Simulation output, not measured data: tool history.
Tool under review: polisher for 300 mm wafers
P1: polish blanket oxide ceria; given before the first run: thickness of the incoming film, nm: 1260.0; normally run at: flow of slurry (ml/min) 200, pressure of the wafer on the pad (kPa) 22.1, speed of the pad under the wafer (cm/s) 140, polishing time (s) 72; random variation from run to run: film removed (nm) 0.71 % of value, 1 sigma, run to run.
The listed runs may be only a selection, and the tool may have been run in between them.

run   hour  flow of slurry (ml/min)  pressure of the wafer on the pad (kPa)  speed of the pad under the wafer (cm/s)  polishing time (s)  wafers polished on this pad  hours since the slurry nozzle was cleaned  hours since the head pressure was calibrated  film removed (nm)
  1    6.8                      200                                    22.1                                      140                  72                          636                                      171.0                                          80.6             376.77
  2   12.4                      200                                    22.1                                      140                  72                          673                                      176.6                                          86.2             380.40
  3   23.9                      200                                     9.7                                      140                  72                          748                                      188.1                                          97.7             167.97
  4   33.4                      200                                    22.1                                       64                  72                          811                                      197.6                                         107.2             171.63
  5   41.1                      310                                    22.1                                      140                  72                          861                                      205.3                                         114.9             394.71
  6   52.9                      200                                    22.1                                      140                  72                          939                                      217.1                                         126.7             381.16
  7   60.4                      200                                    22.1                                      140                  72                          988                                      224.6                                         134.2             385.54
  8   68.4                      120                                    22.1                                      140                  72                         1041                                      232.6                                         142.2             350.77
  9   77.5                      200                                    22.1                                      140                  33                         1101                                      241.7                                         151.3             174.83
 10   88.3                      200                                    22.1                                      140                  72                         1172                                      252.5                                         162.1             387.86
 11   97.3                      200                                    22.1                                      140                 113                         1231                                      261.5                                         171.1             600.27
 12  102.5                      200                                    22.1                                       88                 112                         1265                                      266.7                                         176.3             375.19
 13  114.3                      200                                    34.5                                      140                  72                         1342                                      278.5                                         188.1             597.04
     115.7  -- worn pad replaced by a new one
 14  119.5                      200                                    22.1                                      140                  72                           25                                      283.7                                         193.3             382.39
 15  126.4                      125                                    22.1                                       92                  72                           70                                      290.6                                         200.2             230.67
 16  136.0                      200                                    22.1                                      210                  72                          133                                      300.2                                         209.8             571.40
 17  143.4                      200                                    22.1                                      140                  72                          182                                      307.6                                         217.2             378.15
 18  154.3                      200                                    22.1                                      140                  72                          253                                      318.5                                         228.1             365.36
 19  166.3                      200                                    22.1                                      140                  72                          332                                      330.5                                         240.1             362.86
 20  177.9                      200                                    22.1                                      140                  72                          408                                      342.1                                         251.7             348.04
     182.4  -- worn pad replaced by a new one
 21  189.2                      200                                    22.1                                      140                  72                           44                                      353.4                                         263.0             348.75
 22  195.2                      200                                    22.1                                      140                  72                           84                                      359.4                                         269.0             352.14
 23  206.8                      200                                    22.1                                      140                  72                          160                                      371.0                                         280.6             345.83
 24  217.2                      200                                    22.1                                      140                  72                          228                                      381.4                                         291.0             352.28
 25  225.5                      200                                    22.1                                      140                  72                          283                                      389.7                                         299.3             350.95

The log shows P1 creeping away from where it was. Any of the 2 causes listed here, at the size stated for it, fits the log just as well as the others:
A: slurry flow missing at the pad, % = 39.1
B: head's pressure below its setpoint, % = 8.01
The drift started at roughly hour 143.4.
What rules out each remaining cause:
removal rate lost through wear of the pad, %: was serviced at hour 182.4, once the creep was under way, yet the earlier output never came back

You are offered 4 check runs, listed below with question marks in place of their results; each one averages 2 wafers. Which run separates the listed causes by giving clearly different results for each?
check 1  233.8                      130                                    31.7                                      140                  72                                                                                                                                        ?
check 2  233.8                      200                                    10.3                                      110                  72                                                                                                                                        ?
check 3  233.8                      200                                    33.1                                      140                 101                                                                                                                                        ?
check 4  233.8                      200                                    22.1                                       74                  33                                                                                                                                        ?

Predicted outcomes, by check and by cause:
  check             result     if A     if B
check 1  film removed (nm)  450.920  469.230
check 2  film removed (nm)  128.970  128.990
check 3  film removed (nm)  736.810  736.920
check 4  film removed (nm)   84.832   84.845
Distance between the nearest two causes, measured in the result of the check that separates them most: check 1 3.98 %; check 2 0.02 %; check 3 0.02 %; check 4 0.02 %
The other checks would show nearly matching results whichever cause is true, so check 1 is the only one that separates the causes.

Then check 1 was run and gave: film removed (nm) 469.950. Which cause is it?

The cause is B: head's pressure below its setpoint, %.
